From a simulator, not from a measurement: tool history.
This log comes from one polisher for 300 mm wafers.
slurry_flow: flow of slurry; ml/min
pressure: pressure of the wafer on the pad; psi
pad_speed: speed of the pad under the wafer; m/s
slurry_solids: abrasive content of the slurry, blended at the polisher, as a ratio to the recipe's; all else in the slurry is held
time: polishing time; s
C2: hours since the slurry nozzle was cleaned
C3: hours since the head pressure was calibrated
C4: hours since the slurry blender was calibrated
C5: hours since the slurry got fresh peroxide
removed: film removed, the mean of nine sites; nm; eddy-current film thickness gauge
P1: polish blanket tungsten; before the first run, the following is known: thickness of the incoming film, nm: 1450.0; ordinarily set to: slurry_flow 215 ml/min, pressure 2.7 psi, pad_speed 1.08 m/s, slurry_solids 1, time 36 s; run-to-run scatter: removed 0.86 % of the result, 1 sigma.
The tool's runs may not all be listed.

{"run": 1, "hour": 14.2, "slurry_flow": 215, "pressure": 2.7, "pad_speed": 1.08, "slurry_solids": 1, "time": 36, "wafers polished on this pad": 591, "C2": 354, "C3": 130.9, "C4": 53.4, "C5": 64.4, "removed": 115.78}
{"run": 2, "hour": 29.5, "slurry_flow": 300, "pressure": 2.7, "pad_speed": 1.08, "slurry_solids": 1, "time": 36, "wafers polished on this pad": 740, "C2": 369.3, "C3": 146.2, "C4": 68.7, "C5": 79.7, "removed": 118.51}
{"hour": 34.9, "done": "slurry nozzle cleaned"}
{"run": 3, "hour": 39.3, "slurry_flow": 215, "pressure": 2.7, "pad_speed": 1.08, "slurry_solids": 0.6, "time": 36, "wafers polished on this pad": 836, "C2": 4.4, "C3": 156, "C4": 78.5, "C5": 89.5, "removed": 101.45}
{"run": 4, "hour": 48.0, "slurry_flow": 215, "pressure": 2.7, "pad_speed": 1.08, "slurry_solids": 1, "time": 16, "wafers polished on this pad": 921, "C2": 13.1, "C3": 164.7, "C4": 87.2, "C5": 98.2, "removed": 51.907}
{"run": 5, "hour": 59.9, "slurry_flow": 215, "pressure": 2.7, "pad_speed": 1.08, "slurry_solids": 1, "time": 36, "wafers polished on this pad": 1037, "C2": 25, "C3": 176.6, "C4": 99.1, "C5": 110.1, "removed": 115.42}
{"hour": 63.9, "done": "slurry tank refilled with fresh slurry and peroxide"}
{"run": 6, "hour": 70.2, "slurry_flow": 215, "pressure": 2.7, "pad_speed": 1.08, "slurry_solids": 1, "time": 36, "wafers polished on this pad": 1138, "C2": 35.3, "C3": 186.9, "C4": 109.4, "C5": 6.4, "removed": 114.81}
{"run": 7, "hour": 78.4, "slurry_flow": 215, "pressure": 2.7, "pad_speed": 0.58, "slurry_solids": 1.3, "time": 36, "wafers polished on this pad": 1218, "C2": 43.5, "C3": 195.1, "C4": 117.6, "C5": 14.6, "removed": 65.833}
{"run": 8, "hour": 89.2, "slurry_flow": 215, "pressure": 2.7, "pad_speed": 1.08, "slurry_solids": 1.4, "time": 36, "wafers polished on this pad": 1323, "C2": 54.3, "C3": 205.9, "C4": 128.4, "C5": 25.4, "removed": 125.85}
{"run": 9, "hour": 104.7, "slurry_flow": 215, "pressure": 2.7, "pad_speed": 0.48, "slurry_solids": 1, "time": 36, "wafers polished on this pad": 1474, "C2": 69.8, "C3": 221.4, "C4": 143.9, "C5": 40.9, "removed": 51.3}
{"run": 10, "hour": 114.3, "slurry_flow": 215, "pressure": 4.1, "pad_speed": 1.08, "slurry_solids": 1, "time": 36, "wafers polished on this pad": 1568, "C2": 79.4, "C3": 231, "C4": 153.5, "C5": 50.5, "removed": 176.77}
{"run": 11, "hour": 127.3, "slurry_flow": 130, "pressure": 2.7, "pad_speed": 1.08, "slurry_solids": 1, "time": 36, "wafers polished on this pad": 1695, "C2": 92.4, "C3": 244, "C4": 166.5, "C5": 63.5, "removed": 108}
{"run": 12, "hour": 137.1, "slurry_flow": 215, "pressure": 2.7, "pad_speed": 1.66, "slurry_solids": 1, "time": 36, "wafers polished on this pad": 1790, "C2": 102.2, "C3": 253.8, "C4": 176.3, "C5": 73.3, "removed": 174.99}
{"run": 13, "hour": 148.4, "slurry_flow": 215, "pressure": 1.6, "pad_speed": 1.08, "slurry_solids": 1, "time": 36, "wafers polished on this pad": 1901, "C2": 113.5, "C3": 265.1, "C4": 187.6, "C5": 84.6, "removed": 68.932}
{"run": 14, "hour": 158.8, "slurry_flow": 215, "pressure": 2.7, "pad_speed": 1.08, "slurry_solids": 1, "time": 45, "wafers polished on this pad": 2002, "C2": 123.9, "C3": 275.5, "C4": 198, "C5": 95, "removed": 146.59}
{"run": 15, "hour": 170.3, "slurry_flow": 215, "pressure": 2.7, "pad_speed": 1.08, "slurry_solids": 1, "time": 36, "wafers polished on this pad": 2114, "C2": 135.4, "C3": 287, "C4": 209.5, "C5": 106.5, "removed": 115.54}
{"run": 16, "hour": 178.5, "slurry_flow": 215, "pressure": 2.7, "pad_speed": 1.08, "slurry_solids": 1, "time": 36, "wafers polished on this pad": 2194, "C2": 143.6, "C3": 295.2, "C4": 217.7, "C5": 114.7, "removed": 115.95}
{"run": 17, "hour": 189.6, "slurry_flow": 215, "pressure": 2.7, "pad_speed": 1.08, "slurry_solids": 1, "time": 36, "wafers polished on this pad": 2303, "C2": 154.7, "C3": 306.3, "C4": 228.8, "C5": 125.8, "removed": 111.86}
{"run": 18, "hour": 198.5, "slurry_flow": 215, "pressure": 2.7, "pad_speed": 1.08, "slurry_solids": 1, "time": 36, "wafers polished on this pad": 2390, "C2": 163.6, "C3": 315.2, "C4": 237.7, "C5": 134.7, "removed": 109.49}
{"run": 19, "hour": 209.6, "slurry_flow": 215, "pressure": 2.7, "pad_speed": 1.08, "slurry_solids": 1, "time": 36, "wafers polished on this pad": 2498, "C2": 174.7, "C3": 326.3, "C4": 248.8, "C5": 145.8, "removed": 109.21}
{"hour": 222.0, "done": "worn pad replaced by a new one"}
{"run": 20, "hour": 223.9, "slurry_flow": 215, "pressure": 2.7, "pad_speed": 1.08, "slurry_solids": 1, "time": 36, "wafers polished on this pad": 18, "C2": 189, "C3": 340.6, "C4": 263.1, "C5": 160.1, "removed": 109.15}
{"hour": 228.7, "done": "head pressure recalibrated"}
{"run": 21, "hour": 231.4, "slurry_flow": 215, "pressure": 2.7, "pad_speed": 1.08, "slurry_solids": 1, "time": 36, "wafers polished on this pad": 91, "C2": 196.5, "C3": 2.7, "C4": 270.6, "C5": 167.6, "removed": 106.64}
{"run": 22, "hour": 239.2, "slurry_flow": 215, "pressure": 2.7, "pad_speed": 1.08, "slurry_solids": 1, "time": 36, "wafers polished on this pad": 168, "C2": 204.3, "C3": 10.5, "C4": 278.4, "C5": 175.4, "removed": 108.84}
{"hour": 239.7, "done": "slurry blender recalibrated"}
{"run": 23, "hour": 249.3, "slurry_flow": 215, "pressure": 2.7, "pad_speed": 1.08, "slurry_solids": 1, "time": 36, "wafers polished on this pad": 266, "C2": 214.4, "C3": 20.6, "C4": 9.6, "C5": 185.5, "removed": 107.34}
{"run": 24, "hour": 260.9, "slurry_flow": 215, "pressure": 2.7, "pad_speed": 1.08, "slurry_solids": 1, "time": 36, "wafers polished on this pad": 379, "C2": 226, "C3": 32.2, "C4": 21.2, "C5": 197.1, "removed": 106.01}

What P1 gives has crept away from where it was. These 2 causes fit the log equally well, each at the size given:
A: peroxide lost from the slurry, % = 18.5
B: slurry flow missing at the pad, % = 39.6
The creep began at about hour 178.5.
Each remaining cause and why it is not a fit:
removal rate lost through wear of the pad, %: maintenance at hour 222, after the shift began, did not return the process to its former output
head's pressure below its setpoint, %: maintenance at hour 228.7, after the shift began, did not return the process to its former output
abrasive missing from the slurry, %: maintenance at hour 239.7, after the shift began, did not return the process to its former output

Which of the check runs below tells the causes apart, meaning the causes would give it clearly different results? Each run uses 3 wafers whose results are averaged, and each result is shown as a question mark.
{"run": "check 1", "hour": 272.5, "slurry_flow": 135, "pressure": 2.7, "pad_speed": 1.08, "slurry_solids": 0.7, "time": 36, "removed": "?"}
{"run": "check 2", "hour": 272.5, "slurry_flow": 215, "pressure": 2.7, "pad_speed": 0.48, "slurry_solids": 1, "time": 23, "removed": "?"}
{"run": "check 3", "hour": 272.5, "slurry_flow": 215, "pressure": 3.2, "pad_speed": 1.08, "slurry_solids": 1, "time": 36, "removed": "?"}
{"run": "check 4", "hour": 272.5, "slurry_flow": 215, "pressure": 2.7, "pad_speed": 1.08, "slurry_solids": 1.35, "time": 36, "removed": "?"}

Check results expected under each cause:
check=check_1 result=removed if_A=91.594 if_B=87.879
check=check_2 result=removed if_A=30.359 if_B=30.366
check=check_3 result=removed if_A=126.71 if_B=126.75
check=check_4 result=removed if_A=114.9 if_B=114.92
How far apart the two closest causes lie, in the result that separates them most: check 1 4.14 %; check 2 0.02 %; check 3 0.02 %; check 4 0.02 %
Only in check 1 would the causes give clearly different results; in the remaining checks their results would be nearly the same.

The results of check 1 are: removed 91.754 nm. Based on these, which of the listed causes is it?

It is A: peroxide lost from the slurry, %.

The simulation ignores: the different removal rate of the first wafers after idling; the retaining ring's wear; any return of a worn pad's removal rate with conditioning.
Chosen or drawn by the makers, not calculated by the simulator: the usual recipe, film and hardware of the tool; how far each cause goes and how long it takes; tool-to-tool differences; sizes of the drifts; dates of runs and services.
